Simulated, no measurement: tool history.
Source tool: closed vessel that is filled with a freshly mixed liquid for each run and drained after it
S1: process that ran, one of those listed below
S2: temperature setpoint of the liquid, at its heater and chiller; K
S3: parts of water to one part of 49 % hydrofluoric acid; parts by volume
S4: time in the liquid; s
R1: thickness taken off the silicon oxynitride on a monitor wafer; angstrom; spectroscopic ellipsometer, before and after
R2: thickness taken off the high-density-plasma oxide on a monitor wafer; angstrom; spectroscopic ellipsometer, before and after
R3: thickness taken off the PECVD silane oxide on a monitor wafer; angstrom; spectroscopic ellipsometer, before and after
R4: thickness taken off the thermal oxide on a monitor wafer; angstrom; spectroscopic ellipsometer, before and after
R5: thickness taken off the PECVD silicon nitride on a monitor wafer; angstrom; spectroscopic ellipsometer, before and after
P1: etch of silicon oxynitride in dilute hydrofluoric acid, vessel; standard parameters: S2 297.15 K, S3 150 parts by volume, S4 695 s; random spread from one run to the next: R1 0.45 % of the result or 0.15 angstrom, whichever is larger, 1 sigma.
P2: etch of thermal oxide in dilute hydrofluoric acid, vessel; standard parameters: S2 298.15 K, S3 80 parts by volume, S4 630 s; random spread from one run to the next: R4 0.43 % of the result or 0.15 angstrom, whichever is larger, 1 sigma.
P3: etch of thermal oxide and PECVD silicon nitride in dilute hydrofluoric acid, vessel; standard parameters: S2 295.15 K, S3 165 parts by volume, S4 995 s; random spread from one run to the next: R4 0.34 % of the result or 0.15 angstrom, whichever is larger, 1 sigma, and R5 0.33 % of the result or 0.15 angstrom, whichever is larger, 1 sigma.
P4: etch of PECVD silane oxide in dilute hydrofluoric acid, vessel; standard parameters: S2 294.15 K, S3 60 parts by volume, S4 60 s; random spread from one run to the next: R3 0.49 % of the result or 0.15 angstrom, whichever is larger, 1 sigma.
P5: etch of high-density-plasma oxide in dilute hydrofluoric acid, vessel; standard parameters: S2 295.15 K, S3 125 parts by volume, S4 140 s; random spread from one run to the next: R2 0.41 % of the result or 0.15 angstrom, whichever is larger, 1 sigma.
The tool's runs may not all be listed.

run,hour,S1,S2,S3,S4,R1,R2,R3,R4,R5
1,3.5,P1,297.15,150,695,209.330,,,,
2,7.8,P1,293.15,150,205,51.442,,,,
3,14.5,P1,297.15,150,995,299.860,,,,
4,18.7,P5,301.15,125,140,,86.776,,,
5,23.6,P1,303.65,150,695,284.490,,,,
6,26.6,P4,294.15,60,30,,,233.57,,
7,32.3,P1,297.15,150,270,82.030,,,,
8,36.4,P1,290.15,150,695,151.220,,,,
9,40.5,P4,294.15,85,60,,,320.05,,
10,44.5,P2,298.15,80,275,,,,178.55,
11,48.7,P5,295.15,25,140,,389.700,,,
12,54.6,P3,290.15,165,995,,,,213.35,181.14
13,60.1,P5,295.15,125,140,,69.165,,,
14,64.7,P3,295.15,165,995,,,,259.69,253.94
15,68.0,P1,297.15,150,695,211.160,,,,
# hour 73.3: thermometer replaced
16,73.8,P2,298.15,20,630,,,,1758.10,
17,78.3,P2,298.15,80,630,,,,405.80,
18,82.6,P1,297.15,150,695,209.060,,,,
19,86.7,P1,297.15,150,695,210.090,,,,
20,92.4,P1,297.15,210,695,144.010,,,,
21,96.1,P2,298.15,80,630,,,,405.97,
22,102.3,P3,295.15,165,995,,,,258.79,253.06
23,106.5,P1,297.15,215,1175,235.480,,,,
24,112.8,P1,297.15,85,695,389.770,,,,
# hour 113.8: hydrofluoric acid flow meter replaced
25,117.5,P3,295.15,165,545,,,,142.53,138.50
26,120.9,P4,294.15,60,60,,,467.30,,
27,125.0,P3,295.15,75,995,,,,631.13,548.75
28,128.4,P1,297.15,150,695,210.490,,,,
29,133.9,P5,295.15,125,60,,29.513,,,
30,137.7,P4,290.15,60,60,,,397.58,,
31,143.2,P2,302.65,80,630,,,,486.12,
32,148.7,P5,295.15,125,140,,68.735,,,
33,153.5,P1,297.15,150,695,209.290,,,,
34,156.7,P1,297.15,150,695,214.280,,,,
35,162.8,P1,297.15,150,695,221.830,,,,
36,168.9,P1,297.15,150,695,225.160,,,,
37,172.1,P1,297.15,150,695,224.230,,,,
38,176.5,P1,297.15,150,695,227.730,,,,
39,182.0,P1,297.15,150,695,227.110,,,,
40,186.8,P1,297.15,150,695,227.680,,,,

P1 no longer gives what it gave before; its output has crept away from where it was. The following 2 causes, each at its listed size, fit the log equally well:
A: hydrofluoric acid flow above the setpoint (%) = 6.73
B: liquid hotter than its thermometer reads (K) = 1.6
At approximately hour 153.5, the process output began to creep.

The check runs listed below each take one wafer, and their results are still question marks. Under which run would the listed causes lead to clearly different results?
check 1,191.6,P5,295.15,125,140,,?,,,
check 2,191.6,P2,298.15,80,630,,,,?,
check 3,191.6,P4,294.15,60,60,,,?,,
check 4,191.6,P3,295.15,165,995,,,,?,?

Expected result of each check under each candidate cause:
check,result,if A,if B
check 1,R2,74.126,73.308
check 2,R4,436.93,433.32
check 3,R3,502.75,501.15
check 4,R4,280.11,275.94
check 4,R5,270.49,281.47
Separation of the two closest causes in each check, using whichever result separates them best: check 1 1.11 %; check 2 0.83 %; check 3 0.32 %; check 4 3.98 %
Of the check runs offered, only check 4 discriminates between the causes; the rest would read about the same regardless of which cause applies.

Running check 4 produced the following: R4 279.96 angstrom; R5 270.81 angstrom. Which one of the listed causes fits?

Of the candidate causes, it is A: hydrofluoric acid flow above the setpoint (%).
